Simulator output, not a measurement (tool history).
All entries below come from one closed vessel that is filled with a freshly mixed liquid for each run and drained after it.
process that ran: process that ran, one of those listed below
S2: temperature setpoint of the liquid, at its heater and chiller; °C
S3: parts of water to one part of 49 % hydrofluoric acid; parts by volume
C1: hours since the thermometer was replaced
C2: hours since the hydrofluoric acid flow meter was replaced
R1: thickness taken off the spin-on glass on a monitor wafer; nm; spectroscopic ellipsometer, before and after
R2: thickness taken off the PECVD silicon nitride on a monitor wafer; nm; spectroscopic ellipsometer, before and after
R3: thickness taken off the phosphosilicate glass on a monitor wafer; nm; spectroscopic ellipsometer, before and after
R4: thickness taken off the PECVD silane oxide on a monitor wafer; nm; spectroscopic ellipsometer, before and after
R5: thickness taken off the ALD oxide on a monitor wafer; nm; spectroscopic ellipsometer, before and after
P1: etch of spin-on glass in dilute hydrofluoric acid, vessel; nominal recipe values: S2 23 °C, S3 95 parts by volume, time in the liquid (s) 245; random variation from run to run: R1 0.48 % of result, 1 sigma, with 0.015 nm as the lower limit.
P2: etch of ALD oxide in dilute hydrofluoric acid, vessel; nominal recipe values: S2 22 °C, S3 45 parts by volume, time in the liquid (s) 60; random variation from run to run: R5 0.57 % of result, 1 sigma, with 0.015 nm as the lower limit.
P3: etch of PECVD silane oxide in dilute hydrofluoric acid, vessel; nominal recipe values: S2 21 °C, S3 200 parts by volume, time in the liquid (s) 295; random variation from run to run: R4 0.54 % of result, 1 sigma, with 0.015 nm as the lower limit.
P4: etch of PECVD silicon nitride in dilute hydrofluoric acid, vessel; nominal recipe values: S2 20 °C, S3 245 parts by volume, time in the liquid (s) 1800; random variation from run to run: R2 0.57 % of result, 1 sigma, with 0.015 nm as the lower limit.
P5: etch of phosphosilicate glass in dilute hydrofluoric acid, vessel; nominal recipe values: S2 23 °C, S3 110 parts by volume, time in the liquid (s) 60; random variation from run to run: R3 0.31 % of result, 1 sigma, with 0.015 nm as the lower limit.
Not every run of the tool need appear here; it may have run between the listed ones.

run 1 hour=8.1 | process_that_ran=P1 S2=23 S3=95 time_in_the_liquid_(s)=245 | C1=468.4 C2=641.7 | R1=56.832
run 2 hour=17.5 | process_that_ran=P4 S2=17 S3=245 time_in_the_liquid_(s)=1800 | C1=477.8 C2=651.1 | R2=7.9117
run 3 hour=27.4 | process_that_ran=P5 S2=17 S3=110 time_in_the_liquid_(s)=60 | C1=487.7 C2=661 | R3=49.827
run 4 hour=34.4 | process_that_ran=P1 S2=23 S3=95 time_in_the_liquid_(s)=245 | C1=494.7 C2=668 | R1=57.419
run 5 hour=44.3 | process_that_ran=P1 S2=23 S3=170 time_in_the_liquid_(s)=410 | C1=504.6 C2=677.9 | R1=48.739
run 6 hour=54.2 | process_that_ran=P1 S2=23 S3=50 time_in_the_liquid_(s)=245 | C1=514.5 C2=687.8 | R1=114.48
run 7 hour=62.1 | process_that_ran=P1 S2=27 S3=95 time_in_the_liquid_(s)=50 | C1=522.4 C2=695.7 | R1=13.601
run 8 hour=70.5 | process_that_ran=P1 S2=17 S3=95 time_in_the_liquid_(s)=245 | C1=530.8 C2=704.1 | R1=44.492
run 9 hour=76.2 | process_that_ran=P3 S2=21 S3=200 time_in_the_liquid_(s)=295 | C1=536.5 C2=709.8 | R4=47.146
run 10 hour=81.9 | process_that_ran=P2 S2=22 S3=45 time_in_the_liquid_(s)=60 | C1=542.2 C2=715.5 | R5=13.191
run 11 hour=89.2 | process_that_ran=P3 S2=21 S3=200 time_in_the_liquid_(s)=30 | C1=549.5 C2=722.8 | R4=4.7724
run 12 hour=94.1 | process_that_ran=P4 S2=20 S3=245 time_in_the_liquid_(s)=3275 | C1=554.4 C2=727.7 | R2=17.589
run 13 hour=103.3 | process_that_ran=P1 S2=23 S3=140 time_in_the_liquid_(s)=245 | C1=563.6 C2=736.9 | R1=36.631
run 14 hour=108.8 | process_that_ran=P1 S2=23 S3=95 time_in_the_liquid_(s)=245 | C1=569.1 C2=742.4 | R1=57.451
run 15 hour=118.3 | process_that_ran=P3 S2=17 S3=200 time_in_the_liquid_(s)=295 | C1=578.6 C2=751.9 | R4=40.066
run 16 hour=124 | process_that_ran=P5 S2=23 S3=25 time_in_the_liquid_(s)=60 | C1=584.3 C2=757.6 | R3=312.58
run 17 hour=132.8 | process_that_ran=P5 S2=23 S3=110 time_in_the_liquid_(s)=60 | C1=593.1 C2=766.4 | R3=63.532
run 18 hour=142.2 | process_that_ran=P1 S2=23 S3=95 time_in_the_liquid_(s)=35 | C1=602.5 C2=775.8 | R1=8.1221
run 19 hour=149.3 | process_that_ran=P4 S2=20 S3=245 time_in_the_liquid_(s)=1800 | C1=609.6 C2=782.9 | R2=9.6338
run 20 hour=154.7 | process_that_ran=P1 S2=23 S3=95 time_in_the_liquid_(s)=245 | C1=615 C2=788.3 | R1=57.296
run 21 hour=161.9 | process_that_ran=P3 S2=21 S3=200 time_in_the_liquid_(s)=295 | C1=622.2 C2=795.5 | R4=46.259
run 22 hour=169.1 | process_that_ran=P2 S2=22 S3=45 time_in_the_liquid_(s)=30 | C1=629.4 C2=802.7 | R5=6.6112
run 23 hour=177.9 | process_that_ran=P4 S2=20 S3=80 time_in_the_liquid_(s)=1800 | C1=638.2 C2=811.5 | R2=28.85
run 24 hour=182.9 | process_that_ran=P5 S2=23 S3=110 time_in_the_liquid_(s)=60 | C1=643.2 C2=816.5 | R3=63.746
run 25 hour=190.8 | process_that_ran=P3 S2=21 S3=325 time_in_the_liquid_(s)=295 | C1=651.1 C2=824.4 | R4=25.646
run 26 hour=200.3 | process_that_ran=P2 S2=30 S3=45 time_in_the_liquid_(s)=60 | C1=660.6 C2=833.9 | R5=18.056
run 27 hour=205.4 | process_that_ran=P1 S2=17 S3=95 time_in_the_liquid_(s)=360 | C1=665.7 C2=839 | R1=65.608
run 28 hour=214.8 | process_that_ran=P1 S2=27 S3=95 time_in_the_liquid_(s)=245 | C1=675.1 C2=848.4 | R1=67.098
run 29 hour=220.8 | process_that_ran=P5 S2=23 S3=110 time_in_the_liquid_(s)=30 | C1=681.1 C2=854.4 | R3=31.836
run 30 hour=225.4 | process_that_ran=P2 S2=22 S3=75 time_in_the_liquid_(s)=60 | C1=685.7 C2=859 | R5=7.6707
run 31 hour=231 | process_that_ran=P1 S2=23 S3=95 time_in_the_liquid_(s)=440 | C1=691.3 C2=864.6 | R1=102.98
run 32 hour=240.4 | process_that_ran=P1 S2=23 S3=95 time_in_the_liquid_(s)=245 | C1=700.7 C2=874 | R1=57.355
run 33 hour=245 | process_that_ran=P1 S2=23 S3=95 time_in_the_liquid_(s)=245 | C1=705.3 C2=878.6 | R1=55.712
run 34 hour=255.3 | process_that_ran=P1 S2=23 S3=95 time_in_the_liquid_(s)=245 | C1=715.6 C2=888.9 | R1=53.365
run 35 hour=263.3 | process_that_ran=P1 S2=23 S3=95 time_in_the_liquid_(s)=245 | C1=723.6 C2=896.9 | R1=52.951
run 36 hour=268.4 | process_that_ran=P1 S2=23 S3=95 time_in_the_liquid_(s)=245 | C1=728.7 C2=902 | R1=52.223
run 37 hour=276.8 | process_that_ran=P1 S2=23 S3=95 time_in_the_liquid_(s)=245 | C1=737.1 C2=910.4 | R1=52.349
run 38 hour=284.5 | process_that_ran=P1 S2=23 S3=95 time_in_the_liquid_(s)=245 | C1=744.8 C2=918.1 | R1=52.268

Something has made what P1 gives creep away from where it was; the 2 causes below, each at its own stated size, fit the log equally well:
A: hydrofluoric acid flow below the setpoint (%) = 7.74
B: liquid colder than its thermometer reads (K) = 2.23
The gradual shift began around hour 240.4.

Below are 4 check runs, each on a single wafer, with their results shown as question marks. Which of them would tell the listed causes apart, meaning the causes would give clearly different results under it?
run check 1 hour=292.2 | process_that_ran=P4 S2=17 S3=245 time_in_the_liquid_(s)=3175 | R2=?
run check 2 hour=292.2 | process_that_ran=P3 S2=17 S3=200 time_in_the_liquid_(s)=50 | R4=?
run check 3 hour=292.2 | process_that_ran=P5 S2=18 S3=110 time_in_the_liquid_(s)=60 | R3=?
run check 4 hour=292.2 | process_that_ran=P2 S2=30 S3=45 time_in_the_liquid_(s)=60 | R5=?

Predicted outcomes, by check and by cause:
check=check_1 result=R2 if_A=13.054 if_B=12.133
check=check_2 result=R4 if_A=6.1199 if_B=6.1554
check=check_3 result=R3 if_A=47.407 if_B=47.244
check=check_4 result=R5 if_A=16.711 if_B=16.674
How far apart the two closest causes lie, in the result that separates them most: check 1 7.32 %; check 2 0.58 %; check 3 0.34 %; check 4 0.22 %
Check 1 tells the causes apart: in the others they would give nearly the same result.

Check 1 was carried out, with these results: R2 12.97 nm. Which of the listed causes is responsible?

The cause is A: hydrofluoric acid flow below the setpoint (%).
